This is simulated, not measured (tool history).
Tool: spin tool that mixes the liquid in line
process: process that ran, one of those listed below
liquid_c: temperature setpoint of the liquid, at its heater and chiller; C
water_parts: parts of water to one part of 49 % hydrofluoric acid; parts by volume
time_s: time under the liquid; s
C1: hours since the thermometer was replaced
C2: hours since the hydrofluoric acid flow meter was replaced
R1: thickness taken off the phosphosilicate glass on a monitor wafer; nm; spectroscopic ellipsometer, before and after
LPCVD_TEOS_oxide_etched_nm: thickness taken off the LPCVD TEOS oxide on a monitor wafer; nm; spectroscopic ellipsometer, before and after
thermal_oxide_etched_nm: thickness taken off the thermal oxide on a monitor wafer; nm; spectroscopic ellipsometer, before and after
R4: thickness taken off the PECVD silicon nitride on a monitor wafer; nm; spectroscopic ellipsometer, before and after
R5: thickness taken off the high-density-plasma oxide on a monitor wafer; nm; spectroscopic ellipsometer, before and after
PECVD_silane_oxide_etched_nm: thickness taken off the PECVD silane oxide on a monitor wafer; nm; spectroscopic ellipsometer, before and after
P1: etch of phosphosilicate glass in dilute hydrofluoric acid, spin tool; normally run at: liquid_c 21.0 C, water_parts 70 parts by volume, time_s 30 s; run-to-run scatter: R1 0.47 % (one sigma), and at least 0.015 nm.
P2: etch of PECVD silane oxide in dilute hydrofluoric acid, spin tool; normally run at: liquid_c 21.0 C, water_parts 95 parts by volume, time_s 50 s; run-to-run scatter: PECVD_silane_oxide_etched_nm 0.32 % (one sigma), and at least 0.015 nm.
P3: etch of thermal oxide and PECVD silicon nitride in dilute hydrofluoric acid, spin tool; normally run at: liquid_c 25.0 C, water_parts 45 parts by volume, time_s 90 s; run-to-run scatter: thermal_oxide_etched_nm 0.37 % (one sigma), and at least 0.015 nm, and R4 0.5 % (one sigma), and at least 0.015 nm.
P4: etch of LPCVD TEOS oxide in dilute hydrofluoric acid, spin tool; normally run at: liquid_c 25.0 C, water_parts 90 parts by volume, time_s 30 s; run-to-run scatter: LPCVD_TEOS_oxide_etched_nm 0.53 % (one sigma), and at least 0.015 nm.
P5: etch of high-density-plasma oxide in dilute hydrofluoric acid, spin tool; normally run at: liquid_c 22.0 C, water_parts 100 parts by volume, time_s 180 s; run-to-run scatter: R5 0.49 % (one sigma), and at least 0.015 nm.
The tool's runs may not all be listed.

run 1 hour=9.4 | process=P1 liquid_c=21.0 water_parts=70 time_s=30 | C1=887.1 C2=731.0 | R1=44.829
run 2 hour=17.6 | process=P4 liquid_c=25.0 water_parts=90 time_s=30 | C1=895.3 C2=739.2 | LPCVD_TEOS_oxide_etched_nm=17.2630
run 3 hour=29.8 | process=P1 liquid_c=17.0 water_parts=105 time_s=30 | C1=907.5 C2=751.4 | R1=23.971
run 4 hour=44.5 | process=P3 liquid_c=20.5 water_parts=45 time_s=90 | C1=922.2 C2=766.1 | thermal_oxide_etched_nm=9.2042 R4=3.01790
run 5 hour=52.9 | process=P5 liquid_c=22.0 water_parts=100 time_s=180 | C1=930.6 C2=774.5 | R5=12.8330
run 6 hour=66.0 | process=P5 liquid_c=22.0 water_parts=150 time_s=180 | C1=943.7 C2=787.6 | R5=8.0974
run 7 hour=80.8 | process=P4 liquid_c=25.0 water_parts=90 time_s=65 | C1=958.5 C2=802.4 | LPCVD_TEOS_oxide_etched_nm=37.2320
run 8 hour=87.7 | process=P2 liquid_c=21.0 water_parts=95 time_s=50 | C1=965.4 C2=809.3 | PECVD_silane_oxide_etched_nm=15.051
run 9 hour=95.3 | process=P2 liquid_c=26.0 water_parts=95 time_s=50 | C1=973.0 C2=816.9 | PECVD_silane_oxide_etched_nm=18.444
run 10 hour=108.8 | process=P1 liquid_c=29.5 water_parts=70 time_s=30 | C1=986.5 C2=830.4 | R1=62.388
-- hour=120.1 thermometer replaced
run 11 hour=123.9 | process=P3 liquid_c=25.0 water_parts=45 time_s=90 | C1=3.8 C2=845.5 | thermal_oxide_etched_nm=11.0070 R4=4.16420
run 12 hour=134.2 | process=P1 liquid_c=21.0 water_parts=70 time_s=30 | C1=14.1 C2=855.8 | R1=44.539
run 13 hour=141.4 | process=P5 liquid_c=22.0 water_parts=100 time_s=335 | C1=21.3 C2=863.0 | R5=23.8760
run 14 hour=153.2 | process=P4 liquid_c=20.5 water_parts=90 time_s=30 | C1=33.1 C2=874.8 | LPCVD_TEOS_oxide_etched_nm=14.2100
run 15 hour=163.0 | process=P1 liquid_c=21.0 water_parts=70 time_s=50 | C1=42.9 C2=884.6 | R1=74.502
run 16 hour=174.2 | process=P4 liquid_c=25.0 water_parts=145 time_s=30 | C1=54.1 C2=895.8 | LPCVD_TEOS_oxide_etched_nm=9.9594
run 17 hour=185.6 | process=P2 liquid_c=21.0 water_parts=95 time_s=50 | C1=65.5 C2=907.2 | PECVD_silane_oxide_etched_nm=15.126
run 18 hour=193.6 | process=P1 liquid_c=21.0 water_parts=70 time_s=30 | C1=73.5 C2=915.2 | R1=44.903
run 19 hour=204.5 | process=P5 liquid_c=28.0 water_parts=100 time_s=180 | C1=84.4 C2=926.1 | R5=16.2700
run 20 hour=215.6 | process=P3 liquid_c=25.0 water_parts=45 time_s=15 | C1=95.5 C2=937.2 | thermal_oxide_etched_nm=1.8333 R4=0.70309
run 21 hour=224.1 | process=P1 liquid_c=21.0 water_parts=70 time_s=30 | C1=104.0 C2=945.7 | R1=44.290
run 22 hour=234.7 | process=P2 liquid_c=21.0 water_parts=95 time_s=75 | C1=114.6 C2=956.3 | PECVD_silane_oxide_etched_nm=22.663
run 23 hour=242.0 | process=P4 liquid_c=25.0 water_parts=90 time_s=30 | C1=121.9 C2=963.6 | LPCVD_TEOS_oxide_etched_nm=17.2120
run 24 hour=255.6 | process=P1 liquid_c=21.0 water_parts=70 time_s=15 | C1=135.5 C2=977.2 | R1=22.250
run 25 hour=267.3 | process=P1 liquid_c=21.0 water_parts=25 time_s=30 | C1=147.2 C2=988.9 | R1=131.170
run 26 hour=276.6 | process=P1 liquid_c=17.0 water_parts=115 time_s=30 | C1=156.5 C2=998.2 | R1=21.696
run 27 hour=285.4 | process=P1 liquid_c=21.0 water_parts=70 time_s=30 | C1=165.3 C2=1007.0 | R1=44.232
run 28 hour=297.4 | process=P1 liquid_c=17.0 water_parts=70 time_s=30 | C1=177.3 C2=1019.0 | R1=37.139
run 29 hour=304.1 | process=P1 liquid_c=21.0 water_parts=120 time_s=30 | C1=184.0 C2=1025.7 | R1=24.535
run 30 hour=312.2 | process=P3 liquid_c=25.0 water_parts=75 time_s=90 | C1=192.1 C2=1033.8 | thermal_oxide_etched_nm=6.4165 R4=2.50180
run 31 hour=327.2 | process=P5 liquid_c=22.0 water_parts=100 time_s=180 | C1=207.1 C2=1048.8 | R5=12.8610
run 32 hour=334.3 | process=P2 liquid_c=21.0 water_parts=25 time_s=50 | C1=214.2 C2=1055.9 | PECVD_silane_oxide_etched_nm=62.363
run 33 hour=347.7 | process=P1 liquid_c=21.0 water_parts=70 time_s=30 | C1=227.6 C2=1069.3 | R1=44.267
run 34 hour=357.6 | process=P1 liquid_c=21.0 water_parts=70 time_s=30 | C1=237.5 C2=1079.2 | R1=42.952
run 35 hour=372.3 | process=P1 liquid_c=21.0 water_parts=70 time_s=30 | C1=252.2 C2=1093.9 | R1=41.651
run 36 hour=381.0 | process=P1 liquid_c=21.0 water_parts=70 time_s=30 | C1=260.9 C2=1102.6 | R1=40.798
run 37 hour=391.1 | process=P1 liquid_c=21.0 water_parts=70 time_s=30 | C1=271.0 C2=1112.7 | R1=40.806
run 38 hour=397.8 | process=P1 liquid_c=21.0 water_parts=70 time_s=30 | C1=277.7 C2=1119.4 | R1=40.824
run 39 hour=407.4 | process=P1 liquid_c=21.0 water_parts=70 time_s=30 | C1=287.3 C2=1129.0 | R1=41.161
run 40 hour=416.6 | process=P1 liquid_c=21.0 water_parts=70 time_s=30 | C1=296.5 C2=1138.2 | R1=40.644
run 41 hour=423.2 | process=P1 liquid_c=21.0 water_parts=70 time_s=30 | C1=303.1 C2=1144.8 | R1=40.978
run 42 hour=431.6 | process=P1 liquid_c=21.0 water_parts=70 time_s=30 | C1=311.5 C2=1153.2 | R1=40.799

What P1 gives has crept away from where it was. These 2 causes fit the log equally well, each at the size given:
A: hydrofluoric acid flow below the setpoint (%) = 7.96
B: liquid colder than its thermometer reads (K) = 2.16
The creep began at about hour 347.7.

4 check runs are offered, one wafer each, their results left as question marks. Which one tells the causes apart?
run check 1 hour=440.0 | process=P2 liquid_c=21.0 water_parts=95 time_s=50 | PECVD_silane_oxide_etched_nm=?
run check 2 hour=440.0 | process=P5 liquid_c=22.0 water_parts=100 time_s=180 | R5=?
run check 3 hour=440.0 | process=P3 liquid_c=25.0 water_parts=45 time_s=90 | thermal_oxide_etched_nm=? R4=?
run check 4 hour=440.0 | process=P4 liquid_c=25.0 water_parts=90 time_s=30 | LPCVD_TEOS_oxide_etched_nm=?

What each check would give under each cause:
check=check_1 result=PECVD_silane_oxide_etched_nm if_A=13.751 if_B=13.797
check=check_2 result=R5 if_A=11.7120 if_B=11.7710
check=check_3 result=thermal_oxide_etched_nm if_A=10.1170 if_B=10.1060
check=check_3 result=R4 if_A=3.82390 if_B=3.58350
check=check_4 result=LPCVD_TEOS_oxide_etched_nm if_A=15.6890 if_B=15.7920
How far apart the two closest causes lie, in the result that separates them most: check 1 0.33 %; check 2 0.5 %; check 3 6.49 %; check 4 0.65 %
Check 3 tells the causes apart: in the others they would give nearly the same result.

Then check 3 was run and gave: thermal_oxide_etched_nm 10.0570 nm; R4 3.79940 nm. Which cause is it?

It is A: hydrofluoric acid flow below the setpoint (%).
